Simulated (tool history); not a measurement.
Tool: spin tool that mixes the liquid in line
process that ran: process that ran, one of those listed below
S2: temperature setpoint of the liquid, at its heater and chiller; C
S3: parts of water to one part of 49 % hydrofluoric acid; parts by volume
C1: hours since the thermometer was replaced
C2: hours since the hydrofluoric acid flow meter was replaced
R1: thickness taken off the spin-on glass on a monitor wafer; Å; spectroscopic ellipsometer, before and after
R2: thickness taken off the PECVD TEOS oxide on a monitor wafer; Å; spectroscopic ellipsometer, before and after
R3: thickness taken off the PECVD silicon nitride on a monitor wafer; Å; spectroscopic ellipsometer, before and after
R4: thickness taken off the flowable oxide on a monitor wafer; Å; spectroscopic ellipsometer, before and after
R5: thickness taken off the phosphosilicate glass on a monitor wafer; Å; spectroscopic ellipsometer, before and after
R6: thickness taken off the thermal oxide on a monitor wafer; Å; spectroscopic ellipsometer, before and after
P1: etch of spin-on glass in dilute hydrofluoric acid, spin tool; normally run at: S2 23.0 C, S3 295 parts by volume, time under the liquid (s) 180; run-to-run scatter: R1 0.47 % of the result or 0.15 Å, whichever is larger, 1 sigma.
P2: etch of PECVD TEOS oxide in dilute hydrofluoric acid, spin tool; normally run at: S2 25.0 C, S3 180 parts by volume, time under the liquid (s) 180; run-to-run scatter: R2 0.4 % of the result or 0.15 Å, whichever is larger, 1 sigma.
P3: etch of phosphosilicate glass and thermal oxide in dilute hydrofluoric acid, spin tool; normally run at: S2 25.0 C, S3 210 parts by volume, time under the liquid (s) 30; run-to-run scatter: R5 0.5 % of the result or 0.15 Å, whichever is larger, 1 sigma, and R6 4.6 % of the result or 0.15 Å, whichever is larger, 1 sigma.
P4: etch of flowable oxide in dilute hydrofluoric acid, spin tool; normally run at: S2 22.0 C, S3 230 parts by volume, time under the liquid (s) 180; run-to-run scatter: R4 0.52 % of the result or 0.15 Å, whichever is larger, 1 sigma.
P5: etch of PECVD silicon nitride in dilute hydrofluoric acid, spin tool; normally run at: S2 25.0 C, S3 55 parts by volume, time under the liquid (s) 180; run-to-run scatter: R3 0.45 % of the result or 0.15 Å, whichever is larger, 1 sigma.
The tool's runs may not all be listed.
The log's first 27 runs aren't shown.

{"run": 28, "day": 10.288, "process that ran": "P4", "S2": 22.0, "S3": 85, "time under the liquid (s)": 180, "C1": 658.4, "C2": 678.2, "R4": 496.16}
{"run": 29, "day": 10.775, "process that ran": "P4", "S2": 22.0, "S3": 230, "time under the liquid (s)": 265, "C1": 670.1, "C2": 689.9, "R4": 228.71}
{"run": 30, "day": 11.233, "process that ran": "P5", "S2": 25.0, "S3": 55, "time under the liquid (s)": 345, "C1": 681.1, "C2": 700.9, "R3": 116.5}
{"run": 31, "day": 11.646, "process that ran": "P1", "S2": 23.0, "S3": 295, "time under the liquid (s)": 180, "C1": 691.0, "C2": 710.8, "R1": 126.76}
{"run": 32, "day": 11.983, "process that ran": "P1", "S2": 23.0, "S3": 295, "time under the liquid (s)": 180, "C1": 699.1, "C2": 718.9, "R1": 126.14}
{"run": 33, "day": 12.288, "process that ran": "P1", "S2": 23.0, "S3": 295, "time under the liquid (s)": 180, "C1": 706.4, "C2": 726.2, "R1": 131.19}
{"run": 34, "day": 12.75, "process that ran": "P1", "S2": 23.0, "S3": 295, "time under the liquid (s)": 180, "C1": 717.5, "C2": 737.3, "R1": 133.9}
{"run": 35, "day": 12.971, "process that ran": "P1", "S2": 23.0, "S3": 295, "time under the liquid (s)": 180, "C1": 722.8, "C2": 742.6, "R1": 135.46}

Run 36 comes next. What will it give?
{"run": 36, "day": 13.308, "process that ran": "P1", "S2": 23.0, "S3": 295, "time under the liquid (s)": 180, "C1": 730.9, "C2": 750.7, "R1": "?"}

R1: 135.370 Å

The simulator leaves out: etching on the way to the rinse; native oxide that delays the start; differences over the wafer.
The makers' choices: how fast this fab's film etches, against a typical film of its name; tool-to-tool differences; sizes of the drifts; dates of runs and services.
